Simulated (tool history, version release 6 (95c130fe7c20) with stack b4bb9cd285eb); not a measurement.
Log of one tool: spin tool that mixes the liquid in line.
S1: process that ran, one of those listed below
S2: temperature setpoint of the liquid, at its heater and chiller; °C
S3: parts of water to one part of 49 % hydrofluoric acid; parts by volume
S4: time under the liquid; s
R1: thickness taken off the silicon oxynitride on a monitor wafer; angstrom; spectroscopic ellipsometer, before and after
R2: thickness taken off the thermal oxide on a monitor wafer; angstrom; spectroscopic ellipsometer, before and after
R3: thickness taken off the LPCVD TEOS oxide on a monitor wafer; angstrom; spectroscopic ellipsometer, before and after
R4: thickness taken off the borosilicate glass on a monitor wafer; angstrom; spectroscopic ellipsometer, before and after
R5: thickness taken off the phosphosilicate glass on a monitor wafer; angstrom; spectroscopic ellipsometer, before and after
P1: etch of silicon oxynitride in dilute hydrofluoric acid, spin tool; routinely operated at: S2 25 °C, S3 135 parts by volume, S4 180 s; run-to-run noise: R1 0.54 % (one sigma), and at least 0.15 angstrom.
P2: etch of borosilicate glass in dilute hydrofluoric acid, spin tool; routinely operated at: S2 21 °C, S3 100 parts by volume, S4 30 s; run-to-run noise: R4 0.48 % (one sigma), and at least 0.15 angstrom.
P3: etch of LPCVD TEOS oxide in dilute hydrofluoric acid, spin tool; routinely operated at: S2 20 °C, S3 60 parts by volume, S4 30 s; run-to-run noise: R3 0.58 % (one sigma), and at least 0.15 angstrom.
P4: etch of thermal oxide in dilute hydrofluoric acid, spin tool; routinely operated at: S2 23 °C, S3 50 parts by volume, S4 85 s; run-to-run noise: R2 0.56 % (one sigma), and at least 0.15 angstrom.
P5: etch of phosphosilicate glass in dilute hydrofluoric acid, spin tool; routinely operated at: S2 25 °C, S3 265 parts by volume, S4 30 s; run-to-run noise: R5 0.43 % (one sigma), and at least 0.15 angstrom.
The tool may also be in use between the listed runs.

| run | hour | S1 | S2 | S3 | S4 | R1 | R2 | R3 | R4 | R5 |
|---|---|---|---|---|---|---|---|---|---|---|
| 1 | 10.8 | P1 | 25 | 135 | 180 | 56.804 |  |  |  |  |
| 2 | 22.7 | P4 | 23 | 50 | 15 |  | 14.035 |  |  |  |
| 3 | 31 | P3 | 20 | 30 | 30 |  |  | 378.38 |  |  |
| 4 | 41.3 | P1 | 25 | 25 | 285 | 528.33 |  |  |  |  |
|  | 44.8 | hydrofluoric acid flow meter replaced |
| 5 | 49.7 | P2 | 21 | 100 | 15 |  |  |  | 56.164 |  |
| 6 | 62.2 | P4 | 23 | 50 | 85 |  | 79.049 |  |  |  |
| 7 | 71.9 | P3 | 20 | 60 | 30 |  |  | 181.13 |  |  |
| 8 | 83.3 | P1 | 25 | 135 | 180 | 55.734 |  |  |  |  |
| 9 | 89.3 | P2 | 21 | 20 | 30 |  |  |  | 615.97 |  |
| 10 | 98.6 | P5 | 25 | 265 | 30 |  |  |  |  | 59.443 |
| 11 | 108.4 | P2 | 21 | 100 | 30 |  |  |  | 111.45 |  |
| 12 | 121.6 | P1 | 25 | 135 | 180 | 55.513 |  |  |  |  |
| 13 | 132.3 | P5 | 25 | 470 | 30 |  |  |  |  | 27.132 |
| 14 | 144.2 | P1 | 25 | 135 | 180 | 55.919 |  |  |  |  |
| 15 | 156 | P5 | 29.5 | 265 | 30 |  |  |  |  | 69.424 |
| 16 | 162.9 | P5 | 25 | 265 | 15 |  |  |  |  | 29.657 |
| 17 | 175.8 | P4 | 23 | 90 | 85 |  | 42.026 |  |  |  |
| 18 | 185.7 | P1 | 25 | 135 | 180 | 56.267 |  |  |  |  |
| 19 | 192 | P1 | 25 | 60 | 180 | 133.86 |  |  |  |  |
| 20 | 203.1 | P3 | 20 | 60 | 55 |  |  | 333.34 |  |  |
| 21 | 214.6 | P4 | 30 | 50 | 85 |  | 106.15 |  |  |  |
| 22 | 225.9 | P1 | 32 | 30 | 180 | 384.23 |  |  |  |  |
| 23 | 238.6 | P3 | 17 | 60 | 30 |  |  | 158.34 |  |  |
| 24 | 245.8 | P1 | 29 | 135 | 180 | 66.529 |  |  |  |  |
| 25 | 253.9 | P2 | 25.5 | 100 | 30 |  |  |  | 134.23 |  |
| 26 | 266.6 | P1 | 25 | 220 | 180 | 31.829 |  |  |  |  |
| 27 | 277.1 | P1 | 25 | 135 | 60 | 18.856 |  |  |  |  |
| 28 | 288.2 | P4 | 23 | 50 | 85 |  | 79.446 |  |  |  |
| 29 | 298.7 | P3 | 20 | 60 | 30 |  |  | 182.43 |  |  |
| 30 | 309.6 | P2 | 21 | 100 | 30 |  |  |  | 112.51 |  |
| 31 | 318.1 | P1 | 21 | 135 | 180 | 46.234 |  |  |  |  |
| 32 | 329 | P1 | 25 | 135 | 180 | 56.824 |  |  |  |  |
| 33 | 336.1 | P1 | 25 | 135 | 180 | 55.922 |  |  |  |  |
| 34 | 346.8 | P1 | 31 | 30 | 180 | 365.55 |  |  |  |  |
| 35 | 358.8 | P1 | 25 | 135 | 325 | 100.72 |  |  |  |  |
| 36 | 367 | P1 | 25 | 135 | 180 | 56.44 |  |  |  |  |
| 37 | 378 | P1 | 25 | 135 | 180 | 58.837 |  |  |  |  |
| 38 | 385.3 | P1 | 25 | 135 | 180 | 59.69 |  |  |  |  |
| 39 | 393.9 | P1 | 25 | 135 | 180 | 61.327 |  |  |  |  |
| 40 | 403.6 | P1 | 25 | 135 | 180 | 60.981 |  |  |  |  |
| 41 | 414.7 | P1 | 25 | 135 | 180 | 61.527 |  |  |  |  |
| 42 | 423.8 | P1 | 25 | 135 | 180 | 61.821 |  |  |  |  |
| 43 | 435.8 | P1 | 25 | 135 | 180 | 61.84 |  |  |  |  |

What P1 gives has crept away from where it was. These 2 causes fit the log equally well, each at the size given:
A: hydrofluoric acid flow above the setpoint (%) = 9.42
B: liquid hotter than its thermometer reads (K) = 2.21
Creep in the process output first set in at about hour 367.

Below are 4 check runs, each on a single wafer, with their results shown as question marks. Which of them would tell the listed causes apart, meaning the causes would give clearly different results under it?
| check 1 | 447.8 | P4 | 23 | 70 | 40 |  | ? |  |  |  |
| check 2 | 447.8 | P2 | 25 | 65 | 30 |  |  |  | ? |  |
| check 3 | 447.8 | P5 | 25 | 345 | 30 |  |  |  |  | ? |
| check 4 | 447.8 | P3 | 20 | 30 | 30 |  |  | ? |  |  |

Predicted outcomes, by check and by cause:
| check | result | if A | if B |
|---|---|---|---|
| check 1 | R2 | 28.816 | 28.58 |
| check 2 | R4 | 232.79 | 230.65 |
| check 3 | R5 | 47.323 | 45.197 |
| check 4 | R3 | 413.85 | 414.45 |
Smallest distance between any two causes, each pair judged by its most separating result, in per cent: check 1 0.82 %; check 2 0.92 %; check 3 4.6 %; check 4 0.14 %
The other checks would show nearly matching results whichever cause is true, so check 3 is the only one that separates the causes.

Check 3 was carried out, with these results: R5 47.283 angstrom. Which of the listed causes is responsible?

Of the candidate causes, it is A: hydrofluoric acid flow above the setpoint (%).
